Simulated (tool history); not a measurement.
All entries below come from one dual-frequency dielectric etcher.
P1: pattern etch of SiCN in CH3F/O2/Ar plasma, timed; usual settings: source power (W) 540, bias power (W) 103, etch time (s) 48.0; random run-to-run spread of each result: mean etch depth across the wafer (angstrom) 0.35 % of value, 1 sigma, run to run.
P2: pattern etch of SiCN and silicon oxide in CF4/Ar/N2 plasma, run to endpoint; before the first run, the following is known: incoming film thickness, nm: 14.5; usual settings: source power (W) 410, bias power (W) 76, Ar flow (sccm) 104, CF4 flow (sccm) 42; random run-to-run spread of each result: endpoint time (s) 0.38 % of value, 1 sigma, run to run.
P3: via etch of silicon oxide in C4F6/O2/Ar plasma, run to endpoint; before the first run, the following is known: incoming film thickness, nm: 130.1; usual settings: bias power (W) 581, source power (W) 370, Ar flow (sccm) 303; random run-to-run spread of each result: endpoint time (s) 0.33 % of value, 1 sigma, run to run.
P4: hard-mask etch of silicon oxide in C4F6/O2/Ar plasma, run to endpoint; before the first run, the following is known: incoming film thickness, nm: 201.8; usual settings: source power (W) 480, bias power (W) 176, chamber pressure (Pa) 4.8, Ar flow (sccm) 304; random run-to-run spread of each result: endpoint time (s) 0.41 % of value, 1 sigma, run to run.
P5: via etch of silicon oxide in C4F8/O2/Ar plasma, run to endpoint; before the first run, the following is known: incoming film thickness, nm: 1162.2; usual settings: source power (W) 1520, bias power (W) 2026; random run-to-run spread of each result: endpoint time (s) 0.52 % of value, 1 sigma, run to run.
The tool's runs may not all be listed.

run	hour	process that ran	source power (W)	bias power (W)	etch time (s)	chamber pressure (Pa)	Ar flow (sccm)	CF4 flow (sccm)	hours since the last wet clean	hours since the last source power generator calibration	hours since the last bias power generator calibration	mean etch depth across the wafer (angstrom)	endpoint time (s)
1	6.2	P1	540	103	48.0				431.1	1037.5	432.4	230.64	
2	15.7	P5	1520	2841					440.6	1047.0	441.9		227.470
3	25.0	P1	540	103	48.0				449.9	1056.3	451.2	230.48	
4	35.8	P1	410	103	48.0				460.7	1067.1	462.0	209.19	
5	40.8	P1	540	103	26.5				465.7	1072.1	467.0	126.58	
6	51.0	P4	600	176		4.8	304		475.9	1082.3	477.2		56.246
7	59.7	P1	640	103	48.0				484.6	1091.0	485.9	244.60	
8	66.0	P5	1090	2026					490.9	1097.3	492.2		288.560
# hour 66.6: bias power generator calibrated
9	71.7	P1	540	135	48.0				496.6	1103.0	5.1	254.93	
10	80.9	P2	410	56			104	42	505.8	1112.2	14.3		21.822
11	87.2	P3	370	581			428		512.1	1118.5	20.6		29.814
12	96.2	P1	540	103	48.0				521.1	1127.5	29.6	230.94	
13	105.8	P5	1520	2026					530.7	1137.1	39.2		251.580
14	116.5	P3	230	581			303		541.4	1147.8	49.9		34.080
15	124.8	P1	540	74	48.0				549.7	1156.1	58.2	204.99	
16	130.1	P1	540	103	59.5				555.0	1161.4	63.5	287.23	
17	138.3	P4	480	176		4.8	198		563.2	1169.6	71.7		58.494
18	147.5	P3	370	581			303		572.4	1178.8	80.9		28.686
19	155.9	P4	480	176		3.7	304		580.8	1187.2	89.3		59.609
20	160.9	P4	480	117		4.8	304		585.8	1192.2	94.3		69.174
21	166.6	P3	370	581			303		591.5	1197.9	100.0		28.610
22	177.4	P4	480	176		4.8	304		602.3	1208.7	110.8		60.910
23	183.7	P1	330	143	48.0				608.6	1215.0	117.1	217.63	
24	189.4	P1	540	103	48.0				614.3	1220.7	122.8	229.80	
25	198.1	P2	410	76			104	42	623.0	1229.4	131.5		19.441
26	207.2	P1	760	72	48.0				632.1	1238.5	140.6	229.75	
27	212.6	P2	410	76			143	42	637.5	1243.9	146.0		20.442
28	217.3	P2	410	76			104	42	642.2	1248.6	150.7		19.306
29	226.6	P2	520	76			104	42	651.5	1257.9	160.0		15.808
30	236.8	P2	410	76			104	53	661.7	1268.1	170.2		18.717
31	243.0	P3	370	368			303		667.9	1274.3	176.4		33.940
32	248.0	P1	640	103	28.5				672.9	1279.3	181.4	145.65	
33	253.1	P1	540	103	48.0				678.0	1284.4	186.5	231.61	
34	258.4	P1	540	103	48.0				683.3	1289.7	191.8	229.07	
35	268.4	P1	540	103	48.0				693.3	1299.7	201.8	233.01	
36	273.3	P1	540	103	48.0				698.2	1304.6	206.7	233.08	
37	279.1	P1	540	103	48.0				704.0	1310.4	212.5	232.25	
38	284.2	P1	540	103	48.0				709.1	1315.5	217.6	232.82	
39	291.7	P1	540	103	48.0				716.6	1323.0	225.1	234.14	
40	297.1	P1	540	103	48.0				722.0	1328.4	230.5	235.55	
# hour 301.3: wet clean of the chamber
41	305.4	P1	540	103	48.0				4.2	1336.7	238.8	235.53	
42	311.9	P1	540	103	48.0				10.7	1343.2	245.3	233.97	
43	318.3	P1	540	103	48.0				17.1	1349.6	251.7	234.36	

What P1 gives has crept away from where it was. These 2 causes fit the log equally well, each at the size given:
A: source power that arrives over what is set, % = 4.86
B: bias power that arrives over what is set, % = 4.82
The gradual shift began around hour 258.4.
All other causes, with the reason each is excluded:
chamber walls in a state that raises the etch rate, %: serviced at hour 301.3, after the change had begun; the process did not return to its earlier output

You are offered 4 check runs, listed below with question marks in place of their results; each one averages 2 wafers. Which run separates the listed causes by giving clearly different results for each?
check 1	324.7	P3	290	581			414						?
check 2	324.7	P5	1230	2780									?
check 3	324.7	P2	410	64			131	42					?
check 4	324.7	P4	480	144		4.8	304						?

Predicted outcomes, by check and by cause:
check	result	if A	if B
check 1	endpoint time (s)	31.874	31.843
check 2	endpoint time (s)	244.280	245.130
check 3	endpoint time (s)	20.697	21.187
check 4	endpoint time (s)	63.870	64.179
Smallest distance between any two causes, each pair judged by its most separating result, in per cent: check 1 0.1 %; check 2 0.35 %; check 3 2.34 %; check 4 0.48 %
Of the check runs offered, only check 3 discriminates between the causes; the rest would read about the same regardless of which cause applies.

Check 3 has now been run. It gave: endpoint time (s) 20.610. Which of the candidate causes is it?

The correct cause is A, namely: source power that arrives over what is set, %.
